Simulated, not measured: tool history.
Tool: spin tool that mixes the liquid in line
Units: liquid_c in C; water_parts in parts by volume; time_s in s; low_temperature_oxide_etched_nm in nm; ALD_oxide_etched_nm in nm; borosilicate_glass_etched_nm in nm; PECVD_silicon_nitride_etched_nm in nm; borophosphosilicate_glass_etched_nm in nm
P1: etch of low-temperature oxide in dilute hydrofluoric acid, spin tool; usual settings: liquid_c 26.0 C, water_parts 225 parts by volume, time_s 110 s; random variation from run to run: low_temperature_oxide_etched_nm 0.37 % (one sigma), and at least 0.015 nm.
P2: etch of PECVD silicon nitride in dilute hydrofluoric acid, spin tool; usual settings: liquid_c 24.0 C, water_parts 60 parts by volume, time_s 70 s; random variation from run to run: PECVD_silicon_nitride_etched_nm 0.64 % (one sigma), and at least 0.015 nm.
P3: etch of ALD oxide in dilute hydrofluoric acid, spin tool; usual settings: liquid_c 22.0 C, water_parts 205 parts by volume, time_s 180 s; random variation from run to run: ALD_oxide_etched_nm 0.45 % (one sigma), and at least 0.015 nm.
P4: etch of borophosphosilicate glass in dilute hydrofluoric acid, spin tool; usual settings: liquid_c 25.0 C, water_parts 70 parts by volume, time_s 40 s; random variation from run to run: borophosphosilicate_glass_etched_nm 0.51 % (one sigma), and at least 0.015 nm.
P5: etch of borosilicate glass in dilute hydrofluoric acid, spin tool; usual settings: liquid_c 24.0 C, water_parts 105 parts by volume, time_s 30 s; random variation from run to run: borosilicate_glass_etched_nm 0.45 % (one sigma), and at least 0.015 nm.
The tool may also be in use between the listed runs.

run	hour	process	liquid_c	water_parts	time_s	low_temperature_oxide_etched_nm	ALD_oxide_etched_nm	borosilicate_glass_etched_nm	PECVD_silicon_nitride_etched_nm	borophosphosilicate_glass_etched_nm
1	3.3	P1	26.0	225	110	5.51040				
2	9.5	P3	29.0	205	180		15.7090			
3	15.9	P5	24.0	105	30			7.3129		
4	21.8	P2	28.0	60	70				5.7586	
5	26.8	P1	26.0	225	15	0.78615				
6	34.0	P5	31.5	105	30			9.6134		
7	39.8	P4	25.0	30	40					79.814
8	43.8	P2	24.0	90	70				3.0065	
9	48.1	P5	24.0	25	30			33.7270		
10	52.2	P4	25.0	70	15					12.076
11	56.0	P1	30.5	100	110	17.16100				
12	62.5	P1	26.0	225	110	5.48320				
13	68.3	P1	33.0	225	110	6.97960				
14	72.4	P1	26.0	225	180	9.04360				
15	75.9	P1	26.0	225	110	5.53260				
16	79.7	P3	22.0	205	35		2.3826			
17	82.9	P1	19.5	60	110	19.22100				
18	88.3	P1	26.0	110	110	12.97700				
19	91.6	P5	24.0	105	15			3.6413		
20	98.6	P1	26.0	225	110	5.53780				
21	104.7	P2	24.0	60	135				8.5160	
22	109.6	P1	26.0	225	110	5.56910				
23	114.5	P2	24.0	60	70				4.4562	
24	121.0	P5	24.0	105	30			7.2409		
25	128.3	P1	26.0	315	110	3.63030				
26	133.5	P4	33.0	70	40					44.280
27	140.7	P4	25.0	70	40					32.596
28	147.0	P1	21.5	225	110	4.66800				
29	153.2	P3	22.0	360	180		6.0322			
30	159.3	P3	22.0	205	180		12.2410			
31	162.6	P3	22.0	205	180		12.2730			
32	166.6	P2	24.0	60	70				4.4477	
33	173.6	P1	26.0	225	110	5.57460				
34	180.8	P1	26.0	225	110	5.32600				
35	185.1	P1	26.0	225	110	5.22150				
36	188.3	P1	26.0	225	110	5.25350				
37	194.3	P1	26.0	225	110	5.18700				
38	199.4	P1	26.0	225	110	5.13060				
39	206.2	P1	26.0	225	110	5.14190				
40	213.3	P1	26.0	225	110	5.09440				

What P1 gives has crept away from where it was. These 2 causes fit the log equally well, each at the size given:
A: hydrofluoric acid flow below the setpoint (%) = 5.86
B: liquid colder than its thermometer reads (K) = 2.1
The creep began at about hour 173.6.

4 check runs are offered, one wafer each, their results left as question marks. Which one tells the causes apart?
check 1	220.4	P5	31.5	105	15			?		
check 2	220.4	P2	24.0	90	110				?	
check 3	220.4	P4	32.5	70	15					?
check 4	220.4	P3	22.0	345	60		?			

What each check would give under each cause:
check	result	if A	if B
check 1	borosilicate_glass_etched_nm	4.4742	4.4377
check 2	PECVD_silicon_nitride_etched_nm	4.4061	4.0647
check 3	borophosphosilicate_glass_etched_nm	15.213	15.023
check 4	ALD_oxide_etched_nm	1.9589	1.9698
How far apart the two closest causes lie, in the result that separates them most: check 1 0.82 %; check 2 8.06 %; check 3 1.26 %; check 4 0.56 %
Check 2 tells the causes apart: in the others they would give nearly the same result.

Then check 2 was run and gave: PECVD_silicon_nitride_etched_nm 4.0332 nm. Which cause is it?

It is B: liquid colder than its thermometer reads (K).

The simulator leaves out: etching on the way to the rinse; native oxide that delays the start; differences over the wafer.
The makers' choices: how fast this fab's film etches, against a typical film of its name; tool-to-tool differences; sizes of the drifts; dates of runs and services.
